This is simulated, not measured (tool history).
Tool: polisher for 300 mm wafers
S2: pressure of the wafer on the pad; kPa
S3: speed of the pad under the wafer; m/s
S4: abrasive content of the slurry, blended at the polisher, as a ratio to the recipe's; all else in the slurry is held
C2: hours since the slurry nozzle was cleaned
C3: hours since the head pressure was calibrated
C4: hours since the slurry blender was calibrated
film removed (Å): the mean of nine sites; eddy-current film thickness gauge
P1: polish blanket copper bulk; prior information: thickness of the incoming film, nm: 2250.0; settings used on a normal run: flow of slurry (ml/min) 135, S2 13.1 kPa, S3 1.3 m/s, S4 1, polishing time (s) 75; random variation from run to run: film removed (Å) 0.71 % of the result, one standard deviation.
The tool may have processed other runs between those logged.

Run 1, day 0.492: flow of slurry (ml/min) 135, S2 13.1 kPa, S3 1.3 m/s, S4 1, polishing time (s) 75; wafers polished on this pad 1104; C2 477.9; C3 753.9; C4 229.3. Result: film removed (Å) 6446.8.
Run 2, day 0.754: flow of slurry (ml/min) 190, S2 13.1 kPa, S3 1.3 m/s, S4 1, polishing time (s) 75; wafers polished on this pad 1150; C2 484.2; C3 760.2; C4 235.6. Result: film removed (Å) 6783.6.
Run 3, day 1.021: flow of slurry (ml/min) 135, S2 13.1 kPa, S3 1.3 m/s, S4 1, polishing time (s) 75; wafers polished on this pad 1196; C2 490.6; C3 766.6; C4 242. Result: film removed (Å) 6458.6.
Run 4, day 1.571: flow of slurry (ml/min) 135, S2 13.1 kPa, S3 0.82 m/s, S4 1, polishing time (s) 75; wafers polished on this pad 1293; C2 503.8; C3 779.8; C4 255.2. Result: film removed (Å) 4031.7.
Run 5, day 1.817: flow of slurry (ml/min) 80, S2 6.2 kPa, S3 1.3 m/s, S4 1, polishing time (s) 75; wafers polished on this pad 1336; C2 509.7; C3 785.7; C4 261.1. Result: film removed (Å) 2698.1.
Run 6, day 2.088: flow of slurry (ml/min) 135, S2 13.1 kPa, S3 1.3 m/s, S4 1.4, polishing time (s) 75; wafers polished on this pad 1383; C2 516.2; C3 792.2; C4 267.6. Result: film removed (Å) 6902.6.
Run 7, day 2.433: flow of slurry (ml/min) 135, S2 13.1 kPa, S3 1.3 m/s, S4 1, polishing time (s) 75; wafers polished on this pad 1444; C2 524.5; C3 800.5; C4 275.9. Result: film removed (Å) 6317.6.
Run 8, day 2.7: flow of slurry (ml/min) 135, S2 13.1 kPa, S3 1.3 m/s, S4 1, polishing time (s) 75; wafers polished on this pad 1491; C2 530.9; C3 806.9; C4 282.3. Result: film removed (Å) 6433.8.
Run 9, day 3.012: flow of slurry (ml/min) 135, S2 13.1 kPa, S3 1.3 m/s, S4 0.55, polishing time (s) 75; wafers polished on this pad 1545; C2 538.4; C3 814.4; C4 289.8. Result: film removed (Å) 5679.
Run 10, day 3.283: flow of slurry (ml/min) 135, S2 13.1 kPa, S3 1.64 m/s, S4 1, polishing time (s) 75; wafers polished on this pad 1593; C2 544.9; C3 820.9; C4 296.3. Result: film removed (Å) 8112.6.
Run 11, day 3.842: flow of slurry (ml/min) 135, S2 13.1 kPa, S3 0.9 m/s, S4 1, polishing time (s) 54; wafers polished on this pad 1691; C2 558.3; C3 834.3; C4 309.7. Result: film removed (Å) 3187.1.
Run 12, day 4.179: flow of slurry (ml/min) 135, S2 6.2 kPa, S3 1.3 m/s, S4 1, polishing time (s) 75; wafers polished on this pad 1750; C2 566.4; C3 842.4; C4 317.8. Result: film removed (Å) 3060.9.
Run 13, day 4.579: flow of slurry (ml/min) 135, S2 13.1 kPa, S3 1.3 m/s, S4 1, polishing time (s) 114; wafers polished on this pad 1820; C2 576; C3 852; C4 327.4. Result: film removed (Å) 9784.2.
Run 14, day 5.079: flow of slurry (ml/min) 135, S2 20.7 kPa, S3 1.3 m/s, S4 1, polishing time (s) 75; wafers polished on this pad 1908; C2 588; C3 864; C4 339.4. Result: film removed (Å) 10121.
Run 15, day 5.588: flow of slurry (ml/min) 80, S2 13.1 kPa, S3 1.3 m/s, S4 1, polishing time (s) 75; wafers polished on this pad 1997; C2 600.2; C3 876.2; C4 351.6. Result: film removed (Å) 5663.
Run 16, day 5.958: flow of slurry (ml/min) 135, S2 13.1 kPa, S3 1.3 m/s, S4 1, polishing time (s) 39; wafers polished on this pad 2062; C2 609.1; C3 885.1; C4 360.5. Result: film removed (Å) 3364.4.
Run 17, day 6.375: flow of slurry (ml/min) 135, S2 13.1 kPa, S3 1.3 m/s, S4 1, polishing time (s) 75; wafers polished on this pad 2135; C2 619.1; C3 895.1; C4 370.5. Result: film removed (Å) 6470.9.
Run 18, day 6.929: flow of slurry (ml/min) 135, S2 13.1 kPa, S3 1.3 m/s, S4 1, polishing time (s) 75; wafers polished on this pad 2232; C2 632.4; C3 908.4; C4 383.8. Result: film removed (Å) 6414.9.

Run 19 comes next. What will it give?
Run 19, day 7.483: flow of slurry (ml/min) 135, S2 13.1 kPa, S3 1.3 m/s, S4 1, polishing time (s) 75; wafers polished on this pad 2329; C2 645.7; C3 921.7; C4 397.1. Result: film removed (Å) ?.

{"run 19": {"film removed (Å)": 6495.1}}
